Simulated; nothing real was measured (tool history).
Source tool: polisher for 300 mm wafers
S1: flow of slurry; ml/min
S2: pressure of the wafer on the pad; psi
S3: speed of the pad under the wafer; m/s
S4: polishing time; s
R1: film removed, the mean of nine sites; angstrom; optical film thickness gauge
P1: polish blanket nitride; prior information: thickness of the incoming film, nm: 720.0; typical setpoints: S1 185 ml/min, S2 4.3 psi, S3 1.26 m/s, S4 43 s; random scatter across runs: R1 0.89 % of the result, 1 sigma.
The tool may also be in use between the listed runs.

Run 1, hour 6.2: S1 185 ml/min, S2 4.3 psi, S3 1.26 m/s, S4 43 s. Result: R1 1218.10 angstrom.
Run 2, hour 12.7: S1 185 ml/min, S2 4.3 psi, S3 1.26 m/s, S4 43 s. Result: R1 1230.20 angstrom.
Run 3, hour 19.6: S1 185 ml/min, S2 2.1 psi, S3 1.26 m/s, S4 43 s. Result: R1 605.42 angstrom.
Run 4, hour 23.4: S1 185 ml/min, S2 4.3 psi, S3 1.26 m/s, S4 43 s. Result: R1 1235.60 angstrom.
Run 5, hour 28.9: S1 185 ml/min, S2 4.3 psi, S3 1.72 m/s, S4 43 s. Result: R1 1578.10 angstrom.
Run 6, hour 34.7: S1 185 ml/min, S2 4.3 psi, S3 1.26 m/s, S4 27 s. Result: R1 768.12 angstrom.
Run 7, hour 39.1: S1 185 ml/min, S2 4.3 psi, S3 1.26 m/s, S4 57 s. Result: R1 1642.90 angstrom.
Run 8, hour 42.3: S1 110 ml/min, S2 4.3 psi, S3 1.26 m/s, S4 43 s. Result: R1 1114.60 angstrom.
Run 9, hour 49.2: S1 230 ml/min, S2 4.3 psi, S3 1.26 m/s, S4 43 s. Result: R1 1286.80 angstrom.
Run 10, hour 54.6: S1 185 ml/min, S2 4.3 psi, S3 0.58 m/s, S4 43 s. Result: R1 662.92 angstrom.
Run 11, hour 59.5: S1 185 ml/min, S2 4.3 psi, S3 1.26 m/s, S4 43 s. Result: R1 1234.60 angstrom.
Run 12, hour 63.1: S1 185 ml/min, S2 2.0 psi, S3 0.90 m/s, S4 43 s. Result: R1 440.31 angstrom.
Run 13, hour 70.2: S1 185 ml/min, S2 4.3 psi, S3 1.26 m/s, S4 43 s. Result: R1 1229.20 angstrom.
Run 14, hour 73.4: S1 185 ml/min, S2 6.6 psi, S3 1.26 m/s, S4 43 s. Result: R1 1922.70 angstrom.
Run 15, hour 78.7: S1 140 ml/min, S2 2.5 psi, S3 1.26 m/s, S4 43 s. Result: R1 692.25 angstrom.
Run 16, hour 82.5: S1 185 ml/min, S2 4.3 psi, S3 1.26 m/s, S4 43 s. Result: R1 1237.20 angstrom.
Run 17, hour 87.8: S1 185 ml/min, S2 4.3 psi, S3 1.26 m/s, S4 43 s. Result: R1 1190.80 angstrom.
Run 18, hour 91.2: S1 185 ml/min, S2 4.3 psi, S3 1.26 m/s, S4 43 s. Result: R1 1201.20 angstrom.

Run 19 has not been measured yet. What should we expect?
Run 19, hour 94.6: S1 185 ml/min, S2 4.3 psi, S3 1.26 m/s, S4 43 s. Result: R1 ?.

Run 19 gave R1 1163.00 angstrom.
